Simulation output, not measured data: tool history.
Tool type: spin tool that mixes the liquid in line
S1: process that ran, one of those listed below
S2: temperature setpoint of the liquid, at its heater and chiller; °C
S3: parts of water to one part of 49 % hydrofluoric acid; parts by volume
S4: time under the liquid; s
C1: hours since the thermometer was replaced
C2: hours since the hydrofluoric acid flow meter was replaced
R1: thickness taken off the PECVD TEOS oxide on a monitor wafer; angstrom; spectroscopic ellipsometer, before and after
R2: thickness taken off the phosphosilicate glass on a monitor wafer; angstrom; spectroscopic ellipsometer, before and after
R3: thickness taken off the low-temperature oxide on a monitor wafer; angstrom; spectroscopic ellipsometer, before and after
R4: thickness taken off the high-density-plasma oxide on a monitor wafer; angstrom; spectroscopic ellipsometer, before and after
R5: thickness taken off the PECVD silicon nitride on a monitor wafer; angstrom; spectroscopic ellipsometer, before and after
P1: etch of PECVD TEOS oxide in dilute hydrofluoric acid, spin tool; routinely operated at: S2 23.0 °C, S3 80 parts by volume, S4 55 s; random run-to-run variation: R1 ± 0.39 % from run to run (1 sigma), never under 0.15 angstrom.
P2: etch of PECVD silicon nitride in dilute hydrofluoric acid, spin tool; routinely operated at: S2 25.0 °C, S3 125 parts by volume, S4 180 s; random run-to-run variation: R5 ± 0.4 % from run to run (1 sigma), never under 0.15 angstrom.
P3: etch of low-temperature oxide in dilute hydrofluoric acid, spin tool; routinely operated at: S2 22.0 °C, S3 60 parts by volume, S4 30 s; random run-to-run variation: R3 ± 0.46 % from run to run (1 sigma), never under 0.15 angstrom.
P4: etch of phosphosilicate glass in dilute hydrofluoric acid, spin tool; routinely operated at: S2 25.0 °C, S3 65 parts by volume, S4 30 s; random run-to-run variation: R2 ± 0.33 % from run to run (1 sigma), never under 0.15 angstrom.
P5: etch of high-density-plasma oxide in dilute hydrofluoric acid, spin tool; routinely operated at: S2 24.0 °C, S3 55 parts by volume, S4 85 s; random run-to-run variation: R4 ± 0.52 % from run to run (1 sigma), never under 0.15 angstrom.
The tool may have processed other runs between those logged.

{"run": 1, "day": 0.167, "S1": "P1", "S2": 23.0, "S3": 80, "S4": 55, "C1": 858.3, "C2": 420.0, "R1": 154.82}
{"run": 2, "day": 0.521, "S1": "P1", "S2": 23.0, "S3": 80, "S4": 55, "C1": 866.8, "C2": 428.5, "R1": 154.65}
{"run": 3, "day": 0.883, "S1": "P4", "S2": 25.0, "S3": 40, "S4": 30, "C1": 875.5, "C2": 437.2, "R2": 1267.9}
{"run": 4, "day": 1.05, "S1": "P3", "S2": 22.0, "S3": 95, "S4": 30, "C1": 879.5, "C2": 441.2, "R3": 71.718}
{"run": 5, "day": 1.292, "S1": "P5", "S2": 24.0, "S3": 20, "S4": 85, "C1": 885.3, "C2": 447.0, "R4": 316.56}
{"run": 6, "day": 1.646, "S1": "P1", "S2": 17.0, "S3": 80, "S4": 55, "C1": 893.8, "C2": 455.5, "R1": 120.84}
{"run": 7, "day": 1.871, "S1": "P4", "S2": 25.0, "S3": 65, "S4": 55, "C1": 899.2, "C2": 460.9, "R2": 1380.6}
{"run": 8, "day": 2.046, "S1": "P2", "S2": 25.0, "S3": 125, "S4": 15, "C1": 903.4, "C2": 465.1, "R5": 4.3858}
{"run": 9, "day": 2.254, "S1": "P5", "S2": 17.0, "S3": 55, "S4": 85, "C1": 908.4, "C2": 470.1, "R4": 81.526}
{"run": 10, "day": 2.471, "S1": "P2", "S2": 25.0, "S3": 125, "S4": 180, "C1": 913.6, "C2": 475.3, "R5": 50.857}
{"run": 11, "day": 2.746, "S1": "P5", "S2": 24.0, "S3": 55, "S4": 85, "C1": 920.2, "C2": 481.9, "R4": 108.32}
{"run": 12, "day": 3.117, "S1": "P1", "S2": 23.0, "S3": 35, "S4": 95, "C1": 929.1, "C2": 490.8, "R1": 648.66}
{"run": 13, "day": 3.392, "S1": "P1", "S2": 23.0, "S3": 80, "S4": 55, "C1": 935.7, "C2": 497.4, "R1": 155.33}
{"run": 14, "day": 3.596, "S1": "P2", "S2": 18.5, "S3": 125, "S4": 180, "C1": 940.6, "C2": 502.3, "R5": 32.961}
{"run": 15, "day": 3.808, "S1": "P3", "S2": 30.0, "S3": 60, "S4": 30, "C1": 945.7, "C2": 507.4, "R3": 162.55}
{"run": 16, "day": 4.046, "S1": "P1", "S2": 23.0, "S3": 80, "S4": 55, "C1": 951.4, "C2": 513.1, "R1": 155.4}
{"run": 17, "day": 4.421, "S1": "P1", "S2": 23.0, "S3": 145, "S4": 55, "C1": 960.4, "C2": 522.1, "R1": 79.118}
{"run": 18, "day": 4.667, "S1": "P1", "S2": 23.0, "S3": 80, "S4": 55, "C1": 966.3, "C2": 528.0, "R1": 155.31}
{"run": 19, "day": 4.833, "S1": "P1", "S2": 23.0, "S3": 55, "S4": 80, "C1": 970.3, "C2": 532.0, "R1": 336.92}
{"run": 20, "day": 5.108, "S1": "P1", "S2": 23.0, "S3": 80, "S4": 85, "C1": 976.9, "C2": 538.6, "R1": 241.51}
{"run": 21, "day": 5.279, "S1": "P2", "S2": 25.0, "S3": 220, "S4": 180, "C1": 981.0, "C2": 542.7, "R5": 29.015}
{"run": 22, "day": 5.542, "S1": "P3", "S2": 22.0, "S3": 60, "S4": 30, "C1": 987.3, "C2": 549.0, "R3": 117.65}
{"run": 23, "day": 5.746, "S1": "P3", "S2": 22.0, "S3": 60, "S4": 15, "C1": 992.2, "C2": 553.9, "R3": 58.261}
{"run": 24, "day": 6.075, "S1": "P4", "S2": 25.0, "S3": 65, "S4": 30, "C1": 1000.1, "C2": 561.8, "R2": 755.92}
{"run": 25, "day": 6.429, "S1": "P4", "S2": 17.0, "S3": 65, "S4": 30, "C1": 1008.6, "C2": 570.3, "R2": 541.82}
{"run": 26, "day": 6.629, "S1": "P1", "S2": 23.0, "S3": 80, "S4": 55, "C1": 1013.4, "C2": 575.1, "R1": 155.97}
{"run": 27, "day": 6.85, "S1": "P1", "S2": 23.0, "S3": 80, "S4": 15, "C1": 1018.7, "C2": 580.4, "R1": 42.81}
{"run": 28, "day": 7.233, "S1": "P2", "S2": 25.0, "S3": 125, "S4": 180, "C1": 1027.9, "C2": 589.6, "R5": 50.752}
{"run": 29, "day": 7.396, "S1": "P1", "S2": 23.0, "S3": 50, "S4": 55, "C1": 1031.8, "C2": 593.5, "R1": 258.3}
{"run": 30, "day": 7.575, "S1": "P1", "S2": 27.0, "S3": 80, "S4": 55, "C1": 1036.1, "C2": 597.8, "R1": 182.37}
{"run": 31, "day": 7.9, "S1": "P5", "S2": 24.0, "S3": 55, "S4": 15, "C1": 1043.9, "C2": 605.6, "R4": 19.171}
{"run": 32, "day": 8.146, "S1": "P5", "S2": 24.0, "S3": 55, "S4": 85, "C1": 1049.8, "C2": 611.5, "R4": 110.14}
{"run": 33, "day": 8.35, "S1": "P1", "S2": 23.0, "S3": 80, "S4": 55, "C1": 1054.7, "C2": 616.4, "R1": 155.54}
{"run": 34, "day": 8.717, "S1": "P1", "S2": 23.0, "S3": 80, "S4": 55, "C1": 1063.5, "C2": 625.2, "R1": 150.52}
{"run": 35, "day": 9.017, "S1": "P1", "S2": 23.0, "S3": 80, "S4": 55, "C1": 1070.7, "C2": 632.4, "R1": 148.52}
{"run": 36, "day": 9.362, "S1": "P1", "S2": 23.0, "S3": 80, "S4": 55, "C1": 1079.0, "C2": 640.7, "R1": 147.47}
{"run": 37, "day": 9.529, "S1": "P1", "S2": 23.0, "S3": 80, "S4": 55, "C1": 1083.0, "C2": 644.7, "R1": 147.93}
{"run": 38, "day": 9.896, "S1": "P1", "S2": 23.0, "S3": 80, "S4": 55, "C1": 1091.8, "C2": 653.5, "R1": 147.85}
{"run": 39, "day": 10.212, "S1": "P1", "S2": 23.0, "S3": 80, "S4": 55, "C1": 1099.4, "C2": 661.1, "R1": 146.5}
{"run": 40, "day": 10.521, "S1": "P1", "S2": 23.0, "S3": 80, "S4": 55, "C1": 1106.8, "C2": 668.5, "R1": 145.17}
{"run": 41, "day": 10.712, "S1": "P1", "S2": 23.0, "S3": 80, "S4": 55, "C1": 1111.4, "C2": 673.1, "R1": 146.34}

Compared with where it was, what P1 gives has crept away. Each cause listed below fits the log as well as the rest, at the size given for it:
A: liquid colder than its thermometer reads (K) = 1.48
B: hydrofluoric acid flow below the setpoint (%) = 5.31
The gradual shift began around day 8.350.

Consider the 4 check runs below, whose results appear as question marks and each of which averages 2 wafers. Which one distinguishes the causes, in that each cause would give it a clearly different result?
{"run": "check 1", "day": 10.904, "S1": "P4", "S2": 21.0, "S3": 65, "S4": 45, "R2": "?"}
{"run": "check 2", "day": 10.904, "S1": "P5", "S2": 17.0, "S3": 55, "S4": 15, "R4": "?"}
{"run": "check 3", "day": 10.904, "S1": "P2", "S2": 20.0, "S3": 185, "S4": 180, "R5": "?"}
{"run": "check 4", "day": 10.904, "S1": "P3", "S2": 30.0, "S3": 60, "S4": 30, "R3": "?"}

If the cause were each of the candidates in turn, the checks would give the following:
check=check_1 result=R2 if_A=904.75 if_B=907.52
check=check_2 result=R4 if_A=13.459 if_B=13.549
check=check_3 result=R5 if_A=22.7030 if_B=23.7540
check=check_4 result=R3 if_A=152.620 if_B=152.360
Minimum pairwise separation of causes per check, each pair taken at its best-separating result: check 1 0.31 %; check 2 0.66 %; check 3 4.53 %; check 4 0.17 %
The causes can be told apart only by check 3. The other checks would give nearly the same results under each of them.

Then check 3 was run and gave: R5 22.6260 angstrom. Which cause is it?

The correct cause is A, namely: liquid colder than its thermometer reads (K).
